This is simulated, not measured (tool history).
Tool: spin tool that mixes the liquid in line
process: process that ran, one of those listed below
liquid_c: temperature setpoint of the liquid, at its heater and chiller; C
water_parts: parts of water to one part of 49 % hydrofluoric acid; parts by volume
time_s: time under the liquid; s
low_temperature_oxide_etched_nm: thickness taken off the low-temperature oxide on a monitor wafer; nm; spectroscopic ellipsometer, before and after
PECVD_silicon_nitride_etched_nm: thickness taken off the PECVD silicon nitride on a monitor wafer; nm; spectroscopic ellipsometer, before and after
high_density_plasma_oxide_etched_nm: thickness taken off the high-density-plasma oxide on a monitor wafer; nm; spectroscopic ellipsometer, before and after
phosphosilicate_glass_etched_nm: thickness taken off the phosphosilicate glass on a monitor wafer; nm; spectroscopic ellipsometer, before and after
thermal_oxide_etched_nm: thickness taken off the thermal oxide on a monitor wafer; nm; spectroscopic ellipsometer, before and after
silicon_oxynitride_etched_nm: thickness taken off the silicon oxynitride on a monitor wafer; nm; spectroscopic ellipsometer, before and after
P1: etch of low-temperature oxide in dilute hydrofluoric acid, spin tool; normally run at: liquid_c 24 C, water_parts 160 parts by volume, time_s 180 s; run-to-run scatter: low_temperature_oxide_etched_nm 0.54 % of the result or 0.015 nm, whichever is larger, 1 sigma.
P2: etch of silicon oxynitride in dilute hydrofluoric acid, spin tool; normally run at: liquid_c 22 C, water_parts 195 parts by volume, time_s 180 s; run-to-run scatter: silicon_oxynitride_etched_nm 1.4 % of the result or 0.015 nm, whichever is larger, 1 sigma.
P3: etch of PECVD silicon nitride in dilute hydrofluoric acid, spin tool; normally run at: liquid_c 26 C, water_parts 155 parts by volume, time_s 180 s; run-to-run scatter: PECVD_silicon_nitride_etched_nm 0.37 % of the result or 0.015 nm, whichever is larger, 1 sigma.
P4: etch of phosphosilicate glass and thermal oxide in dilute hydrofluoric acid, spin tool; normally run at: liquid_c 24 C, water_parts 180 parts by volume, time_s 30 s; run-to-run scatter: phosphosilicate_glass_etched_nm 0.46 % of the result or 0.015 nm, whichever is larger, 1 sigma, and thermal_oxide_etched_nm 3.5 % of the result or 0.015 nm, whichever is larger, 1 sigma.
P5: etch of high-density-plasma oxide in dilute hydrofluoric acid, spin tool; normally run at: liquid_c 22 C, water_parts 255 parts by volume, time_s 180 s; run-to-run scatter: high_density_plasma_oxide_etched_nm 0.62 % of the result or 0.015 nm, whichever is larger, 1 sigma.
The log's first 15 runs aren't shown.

run   hour  process  liquid_c  water_parts  time_s  low_temperature_oxide_etched_nm  PECVD_silicon_nitride_etched_nm  high_density_plasma_oxide_etched_nm  phosphosilicate_glass_etched_nm  thermal_oxide_etched_nm  silicon_oxynitride_etched_nm
 16  185.1       P1        24          160     180                           21.924
 17    196       P3        26          155     180                                                              5.92
 18  209.8       P1        24          160     180                           21.856
 19  222.5       P5        22          255     180                                                                                                 3.6368
 20  236.5       P1        24          160      15                           1.8767
 21  247.5       P2        17          195     180                                                                                                                                                                                         1.1999
 22  258.5       P1        17          160     180                            16.65
 23  269.1       P3        26          215     180                                                            4.2784
 24  277.8       P1        24          160     180                           21.829
 25  286.4       P1        31          160     180                           28.523
 26  303.3       P4        17          180      30                                                                                                                                  6.8519                   0.5961

Run 27 comes next. What will it give?
 27  319.9       P2        22          195     180                                                                                                                                                                                              ?

silicon_oxynitride_etched_nm: 1.5161 nm

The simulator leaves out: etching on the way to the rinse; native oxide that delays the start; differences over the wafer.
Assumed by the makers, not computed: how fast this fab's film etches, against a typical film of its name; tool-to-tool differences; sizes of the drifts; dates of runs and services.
